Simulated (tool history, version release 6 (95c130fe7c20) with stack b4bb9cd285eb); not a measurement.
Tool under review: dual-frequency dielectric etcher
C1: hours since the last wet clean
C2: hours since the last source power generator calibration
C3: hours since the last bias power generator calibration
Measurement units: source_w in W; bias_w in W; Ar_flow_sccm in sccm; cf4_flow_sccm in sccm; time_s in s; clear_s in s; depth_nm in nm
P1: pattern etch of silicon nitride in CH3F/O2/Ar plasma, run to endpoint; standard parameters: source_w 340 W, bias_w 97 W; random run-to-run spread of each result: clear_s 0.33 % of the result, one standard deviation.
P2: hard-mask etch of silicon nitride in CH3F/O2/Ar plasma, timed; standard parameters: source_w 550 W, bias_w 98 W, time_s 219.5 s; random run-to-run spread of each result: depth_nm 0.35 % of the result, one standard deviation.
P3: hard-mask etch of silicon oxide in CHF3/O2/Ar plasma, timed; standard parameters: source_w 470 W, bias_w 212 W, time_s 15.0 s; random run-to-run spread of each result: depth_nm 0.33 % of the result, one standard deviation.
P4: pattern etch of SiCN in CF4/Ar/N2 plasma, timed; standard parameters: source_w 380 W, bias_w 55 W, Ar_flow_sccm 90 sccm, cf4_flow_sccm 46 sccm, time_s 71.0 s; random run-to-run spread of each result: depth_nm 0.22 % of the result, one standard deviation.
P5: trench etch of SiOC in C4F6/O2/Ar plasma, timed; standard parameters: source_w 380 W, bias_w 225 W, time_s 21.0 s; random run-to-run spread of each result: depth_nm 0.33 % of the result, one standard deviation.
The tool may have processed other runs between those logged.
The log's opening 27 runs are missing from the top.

Run 28, hour 385.9: process P1, source_w 340 W, bias_w 97 W; C1 633.4; C2 1970.9; C3 1741.6. Result: clear_s 39.206 s.
Run 29, hour 395.2: process P1, source_w 340 W, bias_w 97 W; C1 642.7; C2 1980.2; C3 1750.9. Result: clear_s 39.076 s.
Run 30, hour 405.3: process P3, source_w 470 W, bias_w 212 W, time_s 10.5 s; C1 652.8; C2 1990.3; C3 1761.0. Result: depth_nm 20.515 nm.
Run 31, hour 413.7: process P2, source_w 550 W, bias_w 125 W, time_s 219.5 s; C1 661.2; C2 1998.7; C3 1769.4. Result: depth_nm 209.350 nm.
Run 32, hour 429.9: process P2, source_w 550 W, bias_w 98 W, time_s 219.5 s; C1 677.4; C2 2014.9; C3 1785.6. Result: depth_nm 191.500 nm.
Run 33, hour 440.6: process P3, source_w 470 W, bias_w 161 W, time_s 15.0 s; C1 688.1; C2 2025.6; C3 1796.3. Result: depth_nm 26.629 nm.
Run 34, hour 456.5: process P1, source_w 340 W, bias_w 97 W; C1 704.0; C2 2041.5; C3 1812.2. Result: clear_s 39.007 s.
Run 35, hour 471.1: process P1, source_w 340 W, bias_w 97 W; C1 718.6; C2 2056.1; C3 1826.8. Result: clear_s 38.661 s.
Run 36, hour 483.6: process P1, source_w 340 W, bias_w 97 W; C1 731.1; C2 2068.6; C3 1839.3. Result: clear_s 38.389 s.
Run 37, hour 492.1: process P1, source_w 340 W, bias_w 97 W; C1 739.6; C2 2077.1; C3 1847.8. Result: clear_s 38.669 s.
Run 38, hour 507.9: process P1, source_w 340 W, bias_w 97 W; C1 755.4; C2 2092.9; C3 1863.6. Result: clear_s 38.701 s.
At hour 518.0: wet clean of the chamber.
Run 39, hour 518.4: process P1, source_w 340 W, bias_w 97 W; C1 0.4; C2 2103.4; C3 1874.1. Result: clear_s 38.432 s.

Run 40 comes next. What will it give?
Run 40, hour 530.0: process P1, source_w 340 W, bias_w 97 W; C1 12.0; C2 2115.0; C3 1885.7. Result: clear_s ?.

Run 40 produced clear_s 38.379 s.
